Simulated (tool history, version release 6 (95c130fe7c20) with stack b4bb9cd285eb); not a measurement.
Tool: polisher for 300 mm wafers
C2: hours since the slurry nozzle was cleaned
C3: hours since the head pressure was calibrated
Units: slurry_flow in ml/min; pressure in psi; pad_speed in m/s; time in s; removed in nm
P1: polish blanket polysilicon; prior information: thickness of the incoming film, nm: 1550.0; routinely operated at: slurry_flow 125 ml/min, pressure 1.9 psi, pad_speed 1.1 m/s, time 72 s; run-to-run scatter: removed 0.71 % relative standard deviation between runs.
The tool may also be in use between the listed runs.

run 1 day=0.271 | slurry_flow=125 pressure=1.9 pad_speed=1.1 time=72 | wafers_polished_on_this_pad=476 C2=249.3 C3=152.1 | removed=398.96
run 2 day=0.538 | slurry_flow=125 pressure=1.9 pad_speed=1.1 time=72 | wafers_polished_on_this_pad=509 C2=255.7 C3=158.5 | removed=398.41
run 3 day=0.912 | slurry_flow=125 pressure=1.9 pad_speed=1.1 time=72 | wafers_polished_on_this_pad=555 C2=264.7 C3=167.5 | removed=402.37
run 4 day=1.292 | slurry_flow=125 pressure=0.9 pad_speed=1.1 time=72 | wafers_polished_on_this_pad=602 C2=273.8 C3=176.6 | removed=188.01
run 5 day=1.675 | slurry_flow=125 pressure=1.9 pad_speed=0.5 time=72 | wafers_polished_on_this_pad=649 C2=283.0 C3=185.8 | removed=182.51
run 6 day=1.908 | slurry_flow=125 pressure=1.9 pad_speed=1.1 time=72 | wafers_polished_on_this_pad=678 C2=288.6 C3=191.4 | removed=398.94
run 7 day=2.408 | slurry_flow=125 pressure=1.9 pad_speed=1.1 time=32 | wafers_polished_on_this_pad=740 C2=300.6 C3=203.4 | removed=176.83
run 8 day=2.658 | slurry_flow=175 pressure=1.9 pad_speed=1.1 time=72 | wafers_polished_on_this_pad=770 C2=306.6 C3=209.4 | removed=422.02
run 9 day=3.104 | slurry_flow=125 pressure=1.9 pad_speed=1.1 time=72 | wafers_polished_on_this_pad=825 C2=317.3 C3=220.1 | removed=394.06
run 10 day=3.617 | slurry_flow=85 pressure=1.9 pad_speed=1.1 time=72 | wafers_polished_on_this_pad=888 C2=329.6 C3=232.4 | removed=361.49
run 11 day=4.042 | slurry_flow=160 pressure=1.3 pad_speed=1.1 time=72 | wafers_polished_on_this_pad=941 C2=339.8 C3=242.6 | removed=283.39
run 12 day=4.533 | slurry_flow=125 pressure=1.9 pad_speed=1.1 time=72 | wafers_polished_on_this_pad=1001 C2=351.6 C3=254.4 | removed=399.40
run 13 day=5.021 | slurry_flow=165 pressure=3.0 pad_speed=1.1 time=72 | wafers_polished_on_this_pad=1061 C2=363.3 C3=266.1 | removed=662.97

Run 14 is up next; what results do you expect?
run 14 day=5.467 | slurry_flow=125 pressure=1.9 pad_speed=1.1 time=106 | wafers_polished_on_this_pad=1116 C2=374.0 C3=276.8 | removed=?

removed: 585.33 nm
